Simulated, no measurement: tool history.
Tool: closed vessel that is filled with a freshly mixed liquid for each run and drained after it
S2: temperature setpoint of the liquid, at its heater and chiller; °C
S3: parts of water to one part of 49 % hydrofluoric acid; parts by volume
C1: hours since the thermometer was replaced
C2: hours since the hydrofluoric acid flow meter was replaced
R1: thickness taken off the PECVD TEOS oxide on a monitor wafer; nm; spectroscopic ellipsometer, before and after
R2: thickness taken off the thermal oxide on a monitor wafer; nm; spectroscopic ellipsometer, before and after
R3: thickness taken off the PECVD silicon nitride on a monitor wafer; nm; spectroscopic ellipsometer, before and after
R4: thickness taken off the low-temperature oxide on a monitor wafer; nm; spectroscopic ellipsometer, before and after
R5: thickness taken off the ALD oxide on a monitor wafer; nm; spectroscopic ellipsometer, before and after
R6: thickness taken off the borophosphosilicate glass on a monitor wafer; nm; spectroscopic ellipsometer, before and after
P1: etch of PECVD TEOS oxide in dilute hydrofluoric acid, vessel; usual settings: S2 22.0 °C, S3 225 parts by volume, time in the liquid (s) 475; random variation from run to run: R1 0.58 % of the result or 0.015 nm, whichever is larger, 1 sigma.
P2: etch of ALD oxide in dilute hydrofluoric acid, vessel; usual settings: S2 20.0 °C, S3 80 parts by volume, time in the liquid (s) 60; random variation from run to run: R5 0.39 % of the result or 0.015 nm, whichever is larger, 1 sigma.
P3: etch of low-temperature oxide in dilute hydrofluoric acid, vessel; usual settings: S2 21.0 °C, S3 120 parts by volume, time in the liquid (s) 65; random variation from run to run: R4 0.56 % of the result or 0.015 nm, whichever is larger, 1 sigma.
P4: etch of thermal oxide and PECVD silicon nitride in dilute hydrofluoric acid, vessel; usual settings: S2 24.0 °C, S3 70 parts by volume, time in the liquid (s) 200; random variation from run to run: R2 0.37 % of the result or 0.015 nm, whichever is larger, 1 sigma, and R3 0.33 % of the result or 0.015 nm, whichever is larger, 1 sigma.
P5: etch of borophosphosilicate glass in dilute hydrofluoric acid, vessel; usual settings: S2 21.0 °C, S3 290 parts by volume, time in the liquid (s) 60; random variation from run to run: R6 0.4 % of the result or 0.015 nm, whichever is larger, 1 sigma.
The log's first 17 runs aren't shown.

{"run": 18, "hour": 136.6, "process that ran": "P2", "S2": 20.0, "S3": 80, "time in the liquid (s)": 60, "C1": 580.0, "C2": 952.1, "R5": 15.375}
{"run": 19, "hour": 143.9, "process that ran": "P1", "S2": 22.0, "S3": 225, "time in the liquid (s)": 215, "C1": 587.3, "C2": 959.4, "R1": 9.5503}
{"run": 20, "hour": 151.6, "process that ran": "P5", "S2": 21.0, "S3": 465, "time in the liquid (s)": 60, "C1": 595.0, "C2": 967.1, "R6": 4.6044}
{"run": 21, "hour": 160.0, "process that ran": "P1", "S2": 22.0, "S3": 100, "time in the liquid (s)": 475, "C1": 603.4, "C2": 975.5, "R1": 54.143}
{"run": 22, "hour": 167.9, "process that ran": "P1", "S2": 22.0, "S3": 225, "time in the liquid (s)": 775, "C1": 611.3, "C2": 983.4, "R1": 34.094}
{"run": 23, "hour": 177.2, "process that ran": "P1", "S2": 17.0, "S3": 225, "time in the liquid (s)": 715, "C1": 620.6, "C2": 992.7, "R1": 25.953}
{"run": 24, "hour": 182.4, "process that ran": "P4", "S2": 24.0, "S3": 125, "time in the liquid (s)": 200, "C1": 625.8, "C2": 997.9, "R2": 6.8098, "R3": 6.4224}
{"run": 25, "hour": 191.6, "process that ran": "P3", "S2": 21.0, "S3": 120, "time in the liquid (s)": 65, "C1": 635.0, "C2": 1007.1, "R4": 5.0366}
{"run": 26, "hour": 198.3, "process that ran": "P4", "S2": 24.0, "S3": 70, "time in the liquid (s)": 30, "C1": 641.7, "C2": 1013.8, "R2": 1.9409, "R3": 1.6683}
{"run": 27, "hour": 206.0, "process that ran": "P4", "S2": 24.0, "S3": 70, "time in the liquid (s)": 200, "C1": 649.4, "C2": 1021.5, "R2": 12.89, "R3": 11.267}
{"run": 28, "hour": 215.0, "process that ran": "P2", "S2": 27.5, "S3": 80, "time in the liquid (s)": 60, "C1": 658.4, "C2": 1030.5, "R5": 20.585}
{"run": 29, "hour": 225.3, "process that ran": "P1", "S2": 22.0, "S3": 225, "time in the liquid (s)": 475, "C1": 668.7, "C2": 1040.8, "R1": 21.14}
{"run": 30, "hour": 231.5, "process that ran": "P5", "S2": 21.0, "S3": 290, "time in the liquid (s)": 100, "C1": 674.9, "C2": 1047.0, "R6": 14.255}
{"run": 31, "hour": 236.2, "process that ran": "P3", "S2": 21.0, "S3": 25, "time in the liquid (s)": 65, "C1": 679.6, "C2": 1051.7, "R4": 26.978}

The next listed run, before its measurement:
{"run": 32, "hour": 243.1, "process that ran": "P1", "S2": 22.0, "S3": 225, "time in the liquid (s)": 475, "C1": 686.5, "C2": 1058.6, "R1": "?"}

R1: 20.7730 nm
